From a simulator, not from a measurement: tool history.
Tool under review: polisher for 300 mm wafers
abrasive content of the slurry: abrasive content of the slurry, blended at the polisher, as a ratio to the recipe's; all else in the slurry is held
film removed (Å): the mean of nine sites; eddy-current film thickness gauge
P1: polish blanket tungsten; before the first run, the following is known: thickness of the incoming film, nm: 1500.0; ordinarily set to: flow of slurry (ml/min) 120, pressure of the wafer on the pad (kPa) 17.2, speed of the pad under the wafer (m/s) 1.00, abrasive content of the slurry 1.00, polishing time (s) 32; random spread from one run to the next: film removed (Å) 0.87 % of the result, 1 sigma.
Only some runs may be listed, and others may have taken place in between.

run   hour  flow of slurry (ml/min)  pressure of the wafer on the pad (kPa)  speed of the pad under the wafer (m/s)  abrasive content of the slurry  polishing time (s)  wafers polished on this pad  hours since the slurry nozzle was cleaned  hours since the head pressure was calibrated  hours since the slurry blender was calibrated  hours since the slurry got fresh peroxide  film removed (Å)
  1    4.9                      120                                    17.2                                    1.00                            1.00                  32                          708                                      397.1                                          77.7                                           75.2                                       23.2            958.64
  2   11.9                      120                                    17.2                                    1.00                            1.35                  32                          781                                      404.1                                          84.7                                           82.2                                       30.2           1037.90
  3   20.1                      120                                    17.2                                    1.00                            1.00                  32                          866                                      412.3                                          92.9                                           90.4                                       38.4            958.09
  4   25.5                      120                                    17.2                                    1.00                            1.00                  32                          921                                      417.7                                          98.3                                           95.8                                       43.8            961.32
  5   33.0                      120                                    17.2                                    1.00                            1.00                  32                          999                                      425.2                                         105.8                                          103.3                                       51.3            962.04
  6   40.8                       70                                    17.2                                    1.00                            1.00                  32                         1079                                      433.0                                         113.6                                          111.1                                       59.1            825.59
  7   45.3                      120                                    17.2                                    1.00                            0.70                  32                         1126                                      437.5                                         118.1                                          115.6                                       63.6            891.06
  8   50.6                      165                                    17.2                                    1.00                            1.00                  32                         1181                                      442.8                                         123.4                                          120.9                                       68.9           1024.30
  9   56.6                      120                                     9.7                                    0.70                            1.00                  32                         1243                                      448.8                                         129.4                                          126.9                                       74.9            379.67
 10   65.6                      120                                    17.2                                    1.38                            1.00                  32                         1336                                      457.8                                         138.4                                          135.9                                       83.9           1320.50
 11   70.5                      120                                    17.2                                    1.00                            1.00                  18                         1386                                      462.7                                         143.3                                          140.8                                       88.8            535.23
      76.2  -- head pressure recalibrated
 12   78.0                      120                                    17.2                                    1.00                            1.00                  32                         1464                                      470.2                                           1.8                                          148.3                                       96.3            975.72
      84.0  -- worn pad replaced by a new one
 13   86.3                      120                                    17.2                                    1.00                            1.20                  46                           24                                      478.5                                          10.1                                          156.6                                      104.6           1439.60
 14   95.1                      120                                    17.2                                    0.50                            1.00                  32                          115                                      487.3                                          18.9                                          165.4                                      113.4            486.71
 15  101.5                      120                                    17.2                                    1.00                            1.00                  49                          181                                      493.7                                          25.3                                          171.8                                      119.8           1479.20
 16  107.5                      120                                    26.9                                    1.00                            1.00                  32                          243                                      499.7                                          31.3                                          177.8                                      125.8           1481.80
 17  111.7                      120                                    11.0                                    1.00                            1.00                  32                          286                                      503.9                                          35.5                                          182.0                                      130.0            617.64
 18  119.8                      120                                    17.2                                    1.00                            1.00                  32                          370                                      512.0                                          43.6                                          190.1                                      138.1            974.45
 19  126.7                      120                                    17.2                                    1.00                            1.00                  32                          441                                      518.9                                          50.5                                          197.0                                      145.0            922.40
 20  135.2                      120                                    17.2                                    1.00                            1.00                  32                          529                                      527.4                                          59.0                                          205.5                                      153.5            890.61
 21  139.9                      120                                    17.2                                    1.00                            1.00                  32                          578                                      532.1                                          63.7                                          210.2                                      158.2            880.01
     140.5  -- head pressure recalibrated
 22  148.8                      120                                    17.2                                    1.00                            1.00                  32                          670                                      541.0                                           8.4                                          219.1                                      167.1            882.27
     150.2  -- slurry tank refilled with fresh slurry and peroxide
     152.6  -- worn pad replaced by a new one
 23  156.4                      120                                    17.2                                    1.00                            1.00                  32                           40                                      548.6                                          16.0                                          226.7                                        6.2            863.80
 24  162.0                      120                                    17.2                                    1.00                            1.00                  32                           98                                      554.2                                          21.6                                          232.3                                       11.8            873.73
 25  167.9                      120                                    17.2                                    1.00                            1.00                  32                          159                                      560.1                                          27.5                                          238.2                                       17.7            872.72

The output of P1 has drifted from where it used to be. Each of the 2 causes below, taken at the size shown beside it, accounts for the log equally well:
A: slurry flow missing at the pad, % = 32.4
B: abrasive missing from the slurry, % = 35
The onset of the drift is placed at about hour 119.8.
Ruled out, with reasons:
removal rate lost through wear of the pad, %: was serviced at hour 152.6, once the creep was under way, yet the earlier output never came back
head's pressure below its setpoint, %: was serviced at hour 140.5, once the creep was under way, yet the earlier output never came back
peroxide lost from the slurry, %: was serviced at hour 150.2, once the creep was under way, yet the earlier output never came back

Consider the 4 check runs below, whose results appear as question marks and each of which averages 2 wafers. Which one distinguishes the causes, in that each cause would give it a clearly different result?
check 1  173.8                      120                                    21.4                                    1.30                            1.00                  32                                                                                                                                                                                                                                 ?
check 2  173.8                       70                                    13.8                                    1.00                            1.00                  32                                                                                                                                                                                                                                 ?
check 3  173.8                      120                                    11.7                                    1.00                            1.00                  32                                                                                                                                                                                                                                 ?
check 4  173.8                      120                                    26.9                                    1.00                            1.25                  32                                                                                                                                                                                                                                 ?

What every check run would give for each of its results, assuming each possible cause in turn:
  check            result     if A     if B
check 1  film removed (Å)  1401.90  1401.80
check 2  film removed (Å)   567.70   600.72
check 3  film removed (Å)   591.37   591.32
check 4  film removed (Å)  1431.00  1427.70
Per check, the gap between the least separated pair of causes, taken in the result that splits them most: check 1 0.01 %; check 2 5.65 %; check 3 0.01 %; check 4 0.23 %
Check 2 distinguishes between the causes, while the remaining checks would return nearly the same result for all of them.

Here is what check 2 returned: film removed (Å) 603.50. Which cause is it?

B is the cause: abrasive missing from the slurry, %.
